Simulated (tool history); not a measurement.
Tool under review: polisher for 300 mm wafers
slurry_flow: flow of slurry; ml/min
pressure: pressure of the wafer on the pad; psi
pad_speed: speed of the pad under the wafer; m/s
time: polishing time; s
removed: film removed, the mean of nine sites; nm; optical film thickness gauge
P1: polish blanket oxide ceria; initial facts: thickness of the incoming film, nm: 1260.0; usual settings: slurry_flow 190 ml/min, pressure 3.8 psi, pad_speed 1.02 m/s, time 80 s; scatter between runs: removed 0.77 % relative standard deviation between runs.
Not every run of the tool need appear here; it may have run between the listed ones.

run,day,slurry_flow,pressure,pad_speed,time,wafers polished on this pad,hours since the slurry nozzle was cleaned,hours since the head pressure was calibrated,removed
1,0.133,190,3.8,1.02,80,532,126.0,343.5,451.91
2,0.358,190,5.7,1.02,80,566,131.4,348.9,674.74
3,0.508,190,3.8,1.52,80,589,135.0,352.5,671.88
4,0.671,190,3.8,1.02,80,614,138.9,356.4,448.26
5,0.796,190,2.7,1.02,80,633,141.9,359.4,318.83
6,1.004,190,3.8,1.02,80,664,146.9,364.4,450.64
7,1.142,190,3.8,1.02,80,685,150.2,367.7,452.20
8,1.379,190,5.6,1.44,80,722,155.9,373.4,935.50
9,1.533,245,3.8,1.02,80,745,159.6,377.1,474.82
10,1.767,190,3.8,1.02,36,781,165.2,382.7,203.60
11,1.946,115,3.8,1.02,80,808,169.5,387.0,412.82
12,2.146,190,3.8,1.02,80,839,174.3,391.8,453.81
13,2.408,190,3.8,1.02,110,879,180.6,398.1,618.49
14,2.671,190,4.7,1.02,61,919,186.9,404.4,426.09
15,2.896,190,3.8,0.72,80,953,192.3,409.8,318.62

The next listed run, before its measurement:
16,3.158,190,3.8,1.02,80,993,198.6,416.1,?

Run 16 gave removed 449.86 nm.

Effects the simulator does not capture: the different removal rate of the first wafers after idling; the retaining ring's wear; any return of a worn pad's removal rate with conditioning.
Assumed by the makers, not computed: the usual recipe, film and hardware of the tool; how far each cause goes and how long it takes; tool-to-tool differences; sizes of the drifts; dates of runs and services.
